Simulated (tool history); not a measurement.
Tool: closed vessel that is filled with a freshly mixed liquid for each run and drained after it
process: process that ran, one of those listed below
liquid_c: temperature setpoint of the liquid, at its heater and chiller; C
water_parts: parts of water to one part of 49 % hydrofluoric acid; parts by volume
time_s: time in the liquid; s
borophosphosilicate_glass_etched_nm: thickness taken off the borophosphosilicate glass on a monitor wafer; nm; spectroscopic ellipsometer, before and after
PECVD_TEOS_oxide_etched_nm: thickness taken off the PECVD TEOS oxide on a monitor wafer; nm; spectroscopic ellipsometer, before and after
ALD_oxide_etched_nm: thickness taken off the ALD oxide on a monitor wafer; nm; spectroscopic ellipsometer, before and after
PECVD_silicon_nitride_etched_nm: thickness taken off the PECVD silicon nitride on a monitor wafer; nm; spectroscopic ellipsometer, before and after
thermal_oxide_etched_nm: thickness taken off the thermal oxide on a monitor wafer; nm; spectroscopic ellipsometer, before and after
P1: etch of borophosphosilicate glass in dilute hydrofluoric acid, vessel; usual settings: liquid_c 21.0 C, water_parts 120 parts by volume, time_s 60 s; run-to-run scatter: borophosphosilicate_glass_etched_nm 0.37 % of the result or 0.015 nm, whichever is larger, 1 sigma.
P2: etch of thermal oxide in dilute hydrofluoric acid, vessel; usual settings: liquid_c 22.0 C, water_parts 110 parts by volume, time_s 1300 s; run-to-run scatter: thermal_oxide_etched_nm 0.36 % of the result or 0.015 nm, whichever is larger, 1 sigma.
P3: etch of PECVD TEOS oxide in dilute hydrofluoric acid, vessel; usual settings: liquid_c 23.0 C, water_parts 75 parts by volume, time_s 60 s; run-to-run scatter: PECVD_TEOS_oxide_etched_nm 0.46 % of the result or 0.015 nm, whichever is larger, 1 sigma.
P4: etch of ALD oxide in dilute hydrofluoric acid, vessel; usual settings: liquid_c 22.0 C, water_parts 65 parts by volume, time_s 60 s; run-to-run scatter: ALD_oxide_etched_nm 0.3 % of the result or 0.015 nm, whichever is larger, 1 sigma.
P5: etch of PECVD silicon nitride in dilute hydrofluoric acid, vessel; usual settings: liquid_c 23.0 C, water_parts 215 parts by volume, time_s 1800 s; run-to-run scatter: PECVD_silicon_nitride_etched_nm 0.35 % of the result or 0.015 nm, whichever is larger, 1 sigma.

run   hour  process  liquid_c  water_parts  time_s  borophosphosilicate_glass_etched_nm  PECVD_TEOS_oxide_etched_nm  ALD_oxide_etched_nm  PECVD_silicon_nitride_etched_nm  thermal_oxide_etched_nm
  1    7.3       P1      21.0          120      60                               26.943
  2   13.9       P1      26.0          120      60                               32.996
  3   19.6       P3      23.0           75      30                                                           9.9592
  4   23.0       P4      22.0           65     105                                                                               26.3140
  5   28.8       P5      23.0          215     570                                                                                                                 4.2762
  6   34.6       P3      26.5           75      60                                                          22.9970
  7   41.9       P5      23.0          215    1800                                                                                                                13.4370
  8   46.0       P1      21.0           45      60                               78.787
  9   50.1       P2      17.0          110    1300                                                                                                                                          40.047
 10   55.1       P5      23.0          380    1800                                                                                                                 7.7128
 11   61.6       P1      21.0          120      60                               27.079
      62.8  -- thermometer replaced
 12   69.2       P3      23.0           75      60                                                          20.0080
 13   74.0       P1      21.0          120      60                               27.053
 14   79.6       P1      21.0          120      60                               26.920
 15   85.8       P3      23.0           75      60                                                          20.0610
 16   93.5       P3      23.0          125      60                                                          11.3040
 17  100.0       P5      29.5          215    1800                                                                                                                20.1820
 18  107.0       P2      22.0           25    1300                                                                                                                                         243.140
 19  114.2       P5      23.0          215    1800                                                                                                                13.5040
 20  121.9       P1      21.0           50      30                               35.417
 21  125.6       P2      22.0          110     275                                                                                                                                          10.545
 22  132.7       P4      26.5           65      60                                                                               17.9360
 23  137.0       P1      21.0          120      30                               13.550
 24  140.9       P1      21.0          170      60                               18.019
 25  148.3       P1      21.0          120     105                               47.412
 26  151.8       P1      17.0          120      60                               22.852
 27  159.7       P2      22.0          110    1300                                                                                                                                          49.997
 28  166.7       P2      22.0          110    1300                                                                                                                                          49.583
 29  171.6       P4      22.0           95      60                                                                                9.8673
 30  178.8       P1      21.0           65      90                               79.607
 31  185.4       P4      22.0           65      60                                                                               15.0410
 32  193.2       P1      21.0          120      60                               26.839
 33  197.5       P1      21.0          120      60                               26.914
 34  205.1       P1      21.0          120      60                               27.124
 35  212.5       P1      21.0          120      60                               26.001
 36  216.3       P1      21.0          120      60                               25.549
 37  222.7       P1      21.0          120      60                               25.358
 38  227.4       P1      21.0          120      60                               25.094
 39  231.3       P1      21.0          120      60                               24.639
 40  236.0       P1      21.0          120      60                               24.819
 41  241.9       P1      21.0          120      60                               24.630
 42  248.7       P1      21.0          120      60                               24.638
 43  256.0       P1      21.0          120      60                               24.660

Run 44 comes next. What will it give?
 44  261.7       P1      21.0          120      60                                    ?

{"run 44": {"borophosphosilicate_glass_etched_nm": 24.598}}

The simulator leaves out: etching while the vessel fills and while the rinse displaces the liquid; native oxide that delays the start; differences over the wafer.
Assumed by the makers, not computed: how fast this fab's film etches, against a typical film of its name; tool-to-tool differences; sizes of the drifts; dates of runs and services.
